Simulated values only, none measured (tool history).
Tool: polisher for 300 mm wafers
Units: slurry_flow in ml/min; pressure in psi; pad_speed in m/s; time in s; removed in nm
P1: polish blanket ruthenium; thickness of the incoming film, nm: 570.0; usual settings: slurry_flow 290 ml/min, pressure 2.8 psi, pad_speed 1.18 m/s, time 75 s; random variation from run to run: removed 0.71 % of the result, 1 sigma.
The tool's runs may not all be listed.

run     day  slurry_flow  pressure  pad_speed  time  removed
  1     0.3          290       2.8       1.18    75   152.78
  2   0.575          290       2.1       1.46    75   142.23
  3    1.05          290       2.8       0.58    75   76.095
      1.329  -- slurry nozzle cleaned
  4     1.6          290       2.8        0.9    56   87.421
  5   2.129          175       2.8       1.18    75   145.11
  6   2.617          290       2.8       1.18   108   222.37
  7   2.938          290       2.8       1.18    53   108.19
  8   3.288          290       2.8       1.18    75   153.26
  9   3.662          290       2.8       1.18    75    155.8
 10   3.979          290       2.8       1.18    75   153.78
      4.283  -- worn pad replaced by a new one
 11   4.396          445       2.8       1.18    75   161.69
 12   4.775          290       2.8       1.18    75   155.46
 13   5.183          290       2.8       1.18    75   153.72
 14   5.712          290       2.8       1.18    75   154.38
 15   6.221          290       2.8       1.78    75   235.22
 16   6.546          290       4.2       1.18    75   232.18
 17   6.883          290       1.4       1.18    75   77.415
 18   7.308          290       2.8       1.18    75   154.11
 19   7.675          290       2.8       1.18    75   151.61
 20     8.2          290       2.8       1.18    75   148.04
 21   8.592          290       2.8       1.18    75   148.17
      8.888  -- worn pad replaced by a new one
 22   9.121          290       2.8       1.18    75   146.99
 23   9.508          290       2.8       1.18    75   144.85
 24  10.033          290       2.8       1.18    75   145.24
 25  10.429          290       2.8       1.18    75   146.04

What P1 gives has crept away from where it was. These 2 causes fit the log equally well, each at the size given:
A: slurry flow missing at the pad, % = 37.1
B: head's pressure below its setpoint, % = 5.24
The creep began at about day 7.308.
Why every other cause is out:
removal rate lost through wear of the pad, %: serviced at day 8.888, which brought nothing back

4 check runs are offered, each on 3 wafers whose results are averaged, their results left as question marks. Which one tells the causes apart?
check 1  10.825          290         2       1.18    75        ?
check 2  10.825          290       2.8        0.8    75        ?
check 3  10.825          175       2.8       0.72    75        ?
check 4  10.825          290       2.8       1.76    75        ?

What each check would give under each cause:
  check   result    if A    if B
check 1  removed  104.35  104.34
check 2  removed  99.043  99.036
check 3  removed  81.288  83.958
check 4  removed  217.89  217.88
How far apart the two closest causes lie, in the result that separates them most: check 1 0.01 %; check 2 0.01 %; check 3 3.23 %; check 4 0.01 %
Check 3 tells the causes apart: in the others they would give nearly the same result.

Check 3 was then run and gave: removed 81.6 nm. Which cause is it?

It is A: slurry flow missing at the pad, %.
